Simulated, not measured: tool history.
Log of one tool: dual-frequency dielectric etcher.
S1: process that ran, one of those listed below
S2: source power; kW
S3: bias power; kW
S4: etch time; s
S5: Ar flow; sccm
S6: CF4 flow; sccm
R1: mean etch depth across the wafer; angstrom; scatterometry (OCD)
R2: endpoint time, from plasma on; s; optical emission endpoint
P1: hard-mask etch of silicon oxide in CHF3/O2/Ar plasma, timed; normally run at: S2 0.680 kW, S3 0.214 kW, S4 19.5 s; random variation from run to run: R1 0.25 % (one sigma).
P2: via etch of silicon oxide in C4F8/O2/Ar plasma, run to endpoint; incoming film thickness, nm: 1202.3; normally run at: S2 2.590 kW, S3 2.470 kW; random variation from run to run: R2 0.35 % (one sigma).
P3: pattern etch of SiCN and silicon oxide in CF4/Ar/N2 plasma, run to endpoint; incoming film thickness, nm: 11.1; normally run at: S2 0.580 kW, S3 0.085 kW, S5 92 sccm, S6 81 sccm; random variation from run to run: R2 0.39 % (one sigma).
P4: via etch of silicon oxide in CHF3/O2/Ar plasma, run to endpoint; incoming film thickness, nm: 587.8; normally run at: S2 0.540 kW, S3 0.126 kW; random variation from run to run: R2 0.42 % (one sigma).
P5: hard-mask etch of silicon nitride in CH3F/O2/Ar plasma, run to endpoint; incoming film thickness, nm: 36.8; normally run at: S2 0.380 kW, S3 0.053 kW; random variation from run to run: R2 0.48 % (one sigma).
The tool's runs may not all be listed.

run	day	S1	S2	S3	S4	S5	S6	R1	R2
1	0.192	P1	0.680	0.214	19.5			428.04	
2	0.504	P1	0.680	0.214	19.5			429.95	
3	0.771	P1	0.680	0.290	19.5			477.38	
4	1.017	P4	0.540	0.126					353.1400
5	1.321	P1	0.680	0.214	19.5			427.69	
6	1.517	P3	0.580	0.085		92	81		9.6203
7	1.829	P1	0.680	0.299	24.0			592.62	
8	2.225	P1	0.540	0.214	19.5			391.28	
9	2.608	P2	2.590	2.470					204.5300
10	2.917	P2	2.590	1.808					223.9300
11	3.125	P3	0.580	0.102		92	81		9.0171
12	3.467	P2	1.670	2.470					243.4900
13	3.746	P1	0.680	0.214	28.0			615.29	
14	4.021	P5	0.380	0.072					52.6120
15	4.412	P4	0.540	0.155					331.7800
16	4.671	P1	0.680	0.152	19.5			381.34	
17	4.983	P3	0.580	0.085		92	54		10.0430
18	5.171	P3	0.580	0.085		129	81		10.0240
# day 5.279: source power generator calibrated
19	5.358	P1	0.680	0.214	12.5			274.75	
20	5.562	P2	2.590	2.470					204.6000
21	5.796	P1	0.680	0.214	19.5			428.88	
22	6.133	P1	0.880	0.214	19.5			473.01	
23	6.429	P3	0.400	0.085		92	81		13.3310
24	6.758	P4	0.540	0.126					352.8900
25	7.092	P1	0.680	0.214	19.5			427.36	
26	7.367	P5	0.540	0.053					50.7450
27	7.750	P4	0.360	0.126					413.9200
28	8.108	P5	0.380	0.053					58.6290
29	8.475	P1	0.680	0.214	19.5			427.11	
30	8.783	P1	0.680	0.214	19.5			430.51	
31	9.083	P1	0.680	0.214	19.5			431.76	
32	9.412	P1	0.680	0.214	19.5			432.58	
33	9.696	P1	0.680	0.214	19.5			434.27	
34	9.879	P1	0.680	0.214	19.5			431.66	
# day 10.012: wet clean of the chamber
35	10.088	P1	0.680	0.214	19.5			433.50	
36	10.329	P1	0.680	0.214	19.5			435.31	
37	10.521	P1	0.680	0.214	19.5			433.23	
38	10.854	P1	0.680	0.214	19.5			433.03	
39	11.250	P1	0.680	0.214	19.5			433.36	

What P1 gives has crept away from where it was. These 2 causes fit the log equally well, each at the size given:
A: bias power that arrives over what is set, % = 4.49
B: source power that arrives over what is set, % = 4.08
The creep began at about day 8.475.
Why every other cause is out:
chamber walls in a state that raises the etch rate, %: serviced at day 10.012, which brought nothing back

4 check runs are offered, each on 2 wafers whose results are averaged, their results left as question marks. Which one tells the causes apart?
check 1	11.646	P2	2.590	2.470					?
check 2	11.646	P3	0.580	0.085		92	81		?
check 3	11.646	P5	0.380	0.053					?
check 4	11.646	P4	0.540	0.126					?

What each check would give under each cause:
check	result	if A	if B
check 1	R2	202.3300	201.7400
check 2	R2	9.4266	9.2333
check 3	R2	57.8090	57.7290
check 4	R2	349.1400	348.5200
How far apart the two closest causes lie, in the result that separates them most: check 1 0.29 %; check 2 2.07 %; check 3 0.14 %; check 4 0.18 %
Check 2 tells the causes apart: in the others they would give nearly the same result.

Then check 2 was run and gave: R2 9.2604 s. Which cause is it?

It is B: source power that arrives over what is set, %.
